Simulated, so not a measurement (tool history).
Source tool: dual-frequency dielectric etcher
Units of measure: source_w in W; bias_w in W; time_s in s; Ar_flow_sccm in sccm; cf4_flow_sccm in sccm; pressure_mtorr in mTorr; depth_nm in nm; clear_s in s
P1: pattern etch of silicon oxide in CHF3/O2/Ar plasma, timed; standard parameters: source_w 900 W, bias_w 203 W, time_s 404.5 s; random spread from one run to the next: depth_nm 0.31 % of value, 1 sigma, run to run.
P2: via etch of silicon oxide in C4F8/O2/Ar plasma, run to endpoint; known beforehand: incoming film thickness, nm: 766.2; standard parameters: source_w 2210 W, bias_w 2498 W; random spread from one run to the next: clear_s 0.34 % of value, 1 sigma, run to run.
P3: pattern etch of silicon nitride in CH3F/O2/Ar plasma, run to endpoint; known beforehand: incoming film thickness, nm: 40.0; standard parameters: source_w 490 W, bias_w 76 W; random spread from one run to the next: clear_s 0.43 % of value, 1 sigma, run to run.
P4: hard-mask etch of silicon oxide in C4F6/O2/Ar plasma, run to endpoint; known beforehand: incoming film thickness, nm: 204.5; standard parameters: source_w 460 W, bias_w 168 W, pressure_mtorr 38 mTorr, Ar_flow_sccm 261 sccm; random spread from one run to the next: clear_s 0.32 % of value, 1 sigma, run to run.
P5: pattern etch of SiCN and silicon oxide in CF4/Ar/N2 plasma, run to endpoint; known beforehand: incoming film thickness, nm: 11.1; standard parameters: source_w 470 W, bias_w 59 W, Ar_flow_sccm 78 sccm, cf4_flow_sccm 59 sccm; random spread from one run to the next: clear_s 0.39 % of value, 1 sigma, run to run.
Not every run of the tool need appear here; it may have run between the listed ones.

run	hour	process	source_w	bias_w	time_s	Ar_flow_sccm	cf4_flow_sccm	pressure_mtorr	hours since the last wet clean	hours since the last source power generator calibration	hours since the last bias power generator calibration	depth_nm	clear_s
1	4.7	P1	900	203	404.5				237.1	509.4	2261.8	951.86	
2	10.3	P2	2210	3017					242.7	515.0	2267.4		129.390
3	15.8	P1	1260	203	404.5				248.2	520.5	2272.9	1082.50	
4	19.9	P3	490	76					252.3	524.6	2277.0		50.498
5	24.1	P3	400	76					256.5	528.8	2281.2		54.738
6	27.4	P1	630	279	404.5				259.8	532.1	2284.5	938.83	
7	32.8	P5	470	73		78	59		265.2	537.5	2289.9		12.256
8	36.6	P1	900	274	404.5				269.0	541.3	2293.7	1065.10	
9	39.3	P1	570	203	404.5				271.7	544.0	2296.4	800.56	
10	42.2	P2	1400	2498					274.6	546.9	2299.3		165.350
11	45.6	P3	490	52					278.0	550.3	2302.7		57.853
12	48.3	P1	900	203	404.5				280.7	553.0	2305.4	963.68	
13	50.9	P5	610	59		78	59		283.3	555.6	2308.0		10.278
14	53.9	P5	470	59		103	59		286.3	558.6	2311.0		13.578
# hour 59.0: wet clean of the chamber
15	59.8	P3	490	76					0.9	564.5	2316.9		51.269
16	63.3	P4	460	168		168		38	4.4	568.0	2320.4		58.476
17	69.3	P4	460	168		261		38	10.4	574.0	2326.4		61.337
18	74.2	P4	360	168		261		38	15.3	578.9	2331.3		68.034
19	80.2	P5	470	59		78	70		21.3	584.9	2337.3		12.705
20	85.3	P1	900	203	404.5				26.4	590.0	2342.4	957.24	
21	87.9	P1	900	203	293.0				29.0	592.6	2345.0	695.71	
22	93.2	P1	900	203	555.0				34.3	597.9	2350.3	1319.10	
23	97.5	P1	900	203	404.5				38.6	602.2	2354.6	958.29	
24	100.5	P4	460	99		261		38	41.6	605.2	2357.6		71.663
# hour 103.2: source power generator calibrated
25	104.9	P5	470	59		78	59		46.0	1.8	2362.0		13.056
26	109.4	P4	460	168		261		46	50.5	6.3	2366.5		62.737
27	112.8	P2	2210	2498					53.9	9.7	2369.9		136.170
28	115.9	P1	900	131	404.5				57.0	12.8	2373.0	833.49	
29	120.3	P1	900	203	404.5				61.4	17.2	2377.4	960.40	
30	126.2	P1	900	239	574.0				67.3	23.1	2383.3	1438.90	
31	131.9	P1	560	255	404.5				73.0	28.8	2389.0	864.87	
32	136.3	P1	900	203	404.5				77.4	33.2	2393.4	960.83	
33	140.8	P1	900	203	404.5				81.9	37.7	2397.9	948.03	
34	145.4	P1	900	203	404.5				86.5	42.3	2402.5	947.01	
35	150.0	P1	900	203	404.5				91.1	46.9	2407.1	952.03	
36	153.5	P1	900	203	404.5				94.6	50.4	2410.6	942.14	
37	156.3	P1	900	203	404.5				97.4	53.2	2413.4	945.01	
# hour 158.0: wet clean of the chamber
38	161.4	P1	900	203	404.5				3.4	58.3	2418.5	945.26	
39	164.8	P1	900	203	404.5				6.8	61.7	2421.9	946.99	
40	169.0	P1	900	203	404.5				11.0	65.9	2426.1	942.23	
41	174.2	P1	900	203	404.5				16.2	71.1	2431.3	946.87	

What P1 gives has crept away from where it was. These 2 causes fit the log equally well, each at the size given:
A: source power that arrives under what is set, % = 3.92
B: bias power that arrives under what is set, % = 4.49
The onset of the drift is placed at about hour 136.3.
Excluded causes, each with its reason:
chamber walls in a state that lowers the etch rate, %: work on it at hour 158.0, done after the drift set in, did not restore what the process gave before

The 4 check runs listed below each average the results of 2 wafers, and their outcomes are marked with question marks. Under which run would the listed causes produce clearly different results?
check 1	179.4	P5	470	59		78	59						?
check 2	179.4	P4	460	168		261		38					?
check 3	179.4	P2	2210	2498									?
check 4	179.4	P3	490	76									?

What every check run would give for each of its results, assuming each possible cause in turn:
check	result	if A	if B
check 1	clear_s	13.506	13.225
check 2	clear_s	62.451	62.350
check 3	clear_s	139.750	139.440
check 4	clear_s	51.691	51.713
Per check, the gap between the least separated pair of causes, taken in the result that splits them most: check 1 2.1 %; check 2 0.16 %; check 3 0.22 %; check 4 0.04 %
Check 1 is the one run that separates the causes; every other check would come out nearly the same whichever cause is at work.

Check 1 was carried out, with these results: clear_s 13.186 s. Which of the listed causes is responsible?

It was cause B: bias power that arrives under what is set, %.

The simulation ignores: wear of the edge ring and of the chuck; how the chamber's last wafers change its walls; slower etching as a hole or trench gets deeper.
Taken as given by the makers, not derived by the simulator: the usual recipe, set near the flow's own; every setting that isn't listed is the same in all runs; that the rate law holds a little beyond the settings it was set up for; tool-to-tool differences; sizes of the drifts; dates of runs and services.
